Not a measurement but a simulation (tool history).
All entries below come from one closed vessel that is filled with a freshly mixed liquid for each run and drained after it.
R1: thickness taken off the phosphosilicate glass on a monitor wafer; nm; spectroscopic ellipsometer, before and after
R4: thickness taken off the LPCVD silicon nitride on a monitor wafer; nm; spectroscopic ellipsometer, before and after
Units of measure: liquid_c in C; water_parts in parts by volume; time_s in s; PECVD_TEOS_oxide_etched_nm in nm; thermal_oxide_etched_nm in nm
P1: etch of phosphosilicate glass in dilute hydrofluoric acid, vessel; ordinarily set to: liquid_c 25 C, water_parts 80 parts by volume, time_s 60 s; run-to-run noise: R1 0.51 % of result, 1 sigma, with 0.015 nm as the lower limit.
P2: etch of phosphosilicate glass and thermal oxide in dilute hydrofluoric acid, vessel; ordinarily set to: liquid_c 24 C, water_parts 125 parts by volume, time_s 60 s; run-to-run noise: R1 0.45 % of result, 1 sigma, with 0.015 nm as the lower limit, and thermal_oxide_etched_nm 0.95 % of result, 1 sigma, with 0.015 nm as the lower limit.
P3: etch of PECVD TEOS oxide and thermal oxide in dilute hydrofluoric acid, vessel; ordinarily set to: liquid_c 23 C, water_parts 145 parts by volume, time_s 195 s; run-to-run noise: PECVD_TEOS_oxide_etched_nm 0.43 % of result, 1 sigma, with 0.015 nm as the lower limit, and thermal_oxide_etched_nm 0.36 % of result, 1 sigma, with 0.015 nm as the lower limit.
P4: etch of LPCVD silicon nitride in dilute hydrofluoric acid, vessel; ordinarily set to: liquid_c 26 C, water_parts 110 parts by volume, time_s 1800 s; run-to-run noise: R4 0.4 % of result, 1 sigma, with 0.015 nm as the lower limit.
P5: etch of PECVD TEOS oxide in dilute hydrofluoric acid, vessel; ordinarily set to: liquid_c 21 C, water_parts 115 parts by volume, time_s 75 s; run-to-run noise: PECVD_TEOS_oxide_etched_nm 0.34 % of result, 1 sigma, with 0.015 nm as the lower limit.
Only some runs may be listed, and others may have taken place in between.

{"run": 1, "hour": 17.7, "process": "P1", "liquid_c": 25, "water_parts": 80, "time_s": 60, "R1": 140.42}
{"run": 2, "hour": 32.0, "process": "P1", "liquid_c": 25, "water_parts": 80, "time_s": 60, "R1": 140.42}
{"run": 3, "hour": 41.1, "process": "P5", "liquid_c": 21, "water_parts": 115, "time_s": 30, "PECVD_TEOS_oxide_etched_nm": 3.0689}
{"run": 4, "hour": 56.9, "process": "P3", "liquid_c": 17.5, "water_parts": 145, "time_s": 195, "PECVD_TEOS_oxide_etched_nm": 15.543, "thermal_oxide_etched_nm": 4.8532}
{"run": 5, "hour": 70.9, "process": "P3", "liquid_c": 23, "water_parts": 145, "time_s": 195, "PECVD_TEOS_oxide_etched_nm": 19.539, "thermal_oxide_etched_nm": 6.0643}
{"run": 6, "hour": 87.6, "process": "P5", "liquid_c": 21, "water_parts": 115, "time_s": 75, "PECVD_TEOS_oxide_etched_nm": 7.677}
{"run": 7, "hour": 99.0, "process": "P1", "liquid_c": 25, "water_parts": 80, "time_s": 60, "R1": 141.28}
{"run": 8, "hour": 108.6, "process": "P3", "liquid_c": 23, "water_parts": 145, "time_s": 280, "PECVD_TEOS_oxide_etched_nm": 28.238, "thermal_oxide_etched_nm": 8.6852}
{"run": 9, "hour": 120.9, "process": "P1", "liquid_c": 25, "water_parts": 80, "time_s": 60, "R1": 141.17}
{"run": 10, "hour": 132.2, "process": "P2", "liquid_c": 18.5, "water_parts": 125, "time_s": 60, "R1": 27.166, "thermal_oxide_etched_nm": 1.7489}
{"run": 11, "hour": 145.7, "process": "P1", "liquid_c": 29.5, "water_parts": 80, "time_s": 60, "R1": 168.85}
{"run": 12, "hour": 155.8, "process": "P1", "liquid_c": 25, "water_parts": 50, "time_s": 60, "R1": 237.16}
{"run": 13, "hour": 164.5, "process": "P1", "liquid_c": 18, "water_parts": 80, "time_s": 60, "R1": 105.87}
{"run": 14, "hour": 178.2, "process": "P4", "liquid_c": 33, "water_parts": 110, "time_s": 1800, "R4": 13.463}
{"run": 15, "hour": 193.5, "process": "P2", "liquid_c": 24, "water_parts": 25, "time_s": 60, "R1": 191.4, "thermal_oxide_etched_nm": 12.263}
{"run": 16, "hour": 210.7, "process": "P4", "liquid_c": 26, "water_parts": 110, "time_s": 1800, "R4": 8.6486}
{"run": 17, "hour": 218.4, "process": "P2", "liquid_c": 24, "water_parts": 125, "time_s": 60, "R1": 34.057, "thermal_oxide_etched_nm": 2.1698}
{"run": 18, "hour": 232.2, "process": "P3", "liquid_c": 23, "water_parts": 70, "time_s": 195, "PECVD_TEOS_oxide_etched_nm": 44.228, "thermal_oxide_etched_nm": 13.602}
{"run": 19, "hour": 242.4, "process": "P5", "liquid_c": 21, "water_parts": 170, "time_s": 75, "PECVD_TEOS_oxide_etched_nm": 4.9175}
{"run": 20, "hour": 250.0, "process": "P1", "liquid_c": 31, "water_parts": 80, "time_s": 105, "R1": 312.28}
{"run": 21, "hour": 265.5, "process": "P4", "liquid_c": 26, "water_parts": 110, "time_s": 1800, "R4": 8.5872}
{"run": 22, "hour": 278.1, "process": "P3", "liquid_c": 23, "water_parts": 145, "time_s": 195, "PECVD_TEOS_oxide_etched_nm": 19.521, "thermal_oxide_etched_nm": 6.0449}
{"run": 23, "hour": 291.7, "process": "P1", "liquid_c": 25, "water_parts": 80, "time_s": 105, "R1": 246.12}
{"run": 24, "hour": 303.2, "process": "P1", "liquid_c": 25, "water_parts": 80, "time_s": 60, "R1": 141.03}
{"run": 25, "hour": 319.8, "process": "P4", "liquid_c": 26, "water_parts": 30, "time_s": 1800, "R4": 31.074}
{"run": 26, "hour": 327.6, "process": "P1", "liquid_c": 25, "water_parts": 80, "time_s": 30, "R1": 69.977}
{"run": 27, "hour": 339.9, "process": "P2", "liquid_c": 24, "water_parts": 125, "time_s": 110, "R1": 62.545, "thermal_oxide_etched_nm": 4.0119}
{"run": 28, "hour": 357.3, "process": "P5", "liquid_c": 17, "water_parts": 115, "time_s": 75, "PECVD_TEOS_oxide_etched_nm": 6.5021}
{"run": 29, "hour": 366.2, "process": "P1", "liquid_c": 25, "water_parts": 125, "time_s": 60, "R1": 84.884}
{"run": 30, "hour": 380.3, "process": "P1", "liquid_c": 25, "water_parts": 80, "time_s": 60, "R1": 140.6}
{"run": 31, "hour": 389.9, "process": "P4", "liquid_c": 26, "water_parts": 110, "time_s": 3310, "R4": 15.912}
{"run": 32, "hour": 397.9, "process": "P1", "liquid_c": 25, "water_parts": 80, "time_s": 60, "R1": 141.36}
{"run": 33, "hour": 410.2, "process": "P1", "liquid_c": 25, "water_parts": 80, "time_s": 60, "R1": 141.44}
{"run": 34, "hour": 426.5, "process": "P1", "liquid_c": 25, "water_parts": 80, "time_s": 60, "R1": 134.47}
{"run": 35, "hour": 441.2, "process": "P1", "liquid_c": 25, "water_parts": 80, "time_s": 60, "R1": 131.53}
{"run": 36, "hour": 452.8, "process": "P1", "liquid_c": 25, "water_parts": 80, "time_s": 60, "R1": 129.53}
{"run": 37, "hour": 463.6, "process": "P1", "liquid_c": 25, "water_parts": 80, "time_s": 60, "R1": 129.69}
{"run": 38, "hour": 471.4, "process": "P1", "liquid_c": 25, "water_parts": 80, "time_s": 60, "R1": 129.56}
{"run": 39, "hour": 484.7, "process": "P1", "liquid_c": 25, "water_parts": 80, "time_s": 60, "R1": 128.81}

Compared with where it was, what P1 gives has crept away. Each cause listed below fits the log as well as the rest, at the size given for it:
A: hydrofluoric acid flow below the setpoint (%) = 7.77
B: liquid colder than its thermometer reads (K) = 2.23
The drift started at roughly hour 410.2.

4 check runs are offered, one wafer each, their results left as question marks. Which one tells the causes apart?
{"run": "check 1", "hour": 498.0, "process": "P2", "liquid_c": 24, "water_parts": 125, "time_s": 60, "R1": "?", "thermal_oxide_etched_nm": "?"}
{"run": "check 2", "hour": 498.0, "process": "P3", "liquid_c": 23, "water_parts": 145, "time_s": 195, "PECVD_TEOS_oxide_etched_nm": "?", "thermal_oxide_etched_nm": "?"}
{"run": "check 3", "hour": 498.0, "process": "P5", "liquid_c": 21, "water_parts": 115, "time_s": 75, "PECVD_TEOS_oxide_etched_nm": "?"}
{"run": "check 4", "hour": 498.0, "process": "P4", "liquid_c": 26, "water_parts": 110, "time_s": 1800, "R4": "?"}

Check results expected under each cause:
check=check_1 result=R1 if_A=30.855 if_B=31.027
check=check_1 result=thermal_oxide_etched_nm if_A=1.982 if_B=1.993
check=check_2 result=PECVD_TEOS_oxide_etched_nm if_A=17.792 if_B=17.92
check=check_2 result=thermal_oxide_etched_nm if_A=5.4809 if_B=5.5203
check=check_3 result=PECVD_TEOS_oxide_etched_nm if_A=6.9882 if_B=6.9941
check=check_4 result=R4 if_A=7.9708 if_B=7.4709
Separation of the two closest causes in each check, using whichever result separates them best: check 1 0.55 %; check 2 0.72 %; check 3 0.08 %; check 4 6.48 %
Check 4 distinguishes between the causes, while the remaining checks would return nearly the same result for all of them.

The results of check 4 are: R4 7.3995 nm. Based on these, which of the listed causes is it?

It was cause B: liquid colder than its thermometer reads (K).
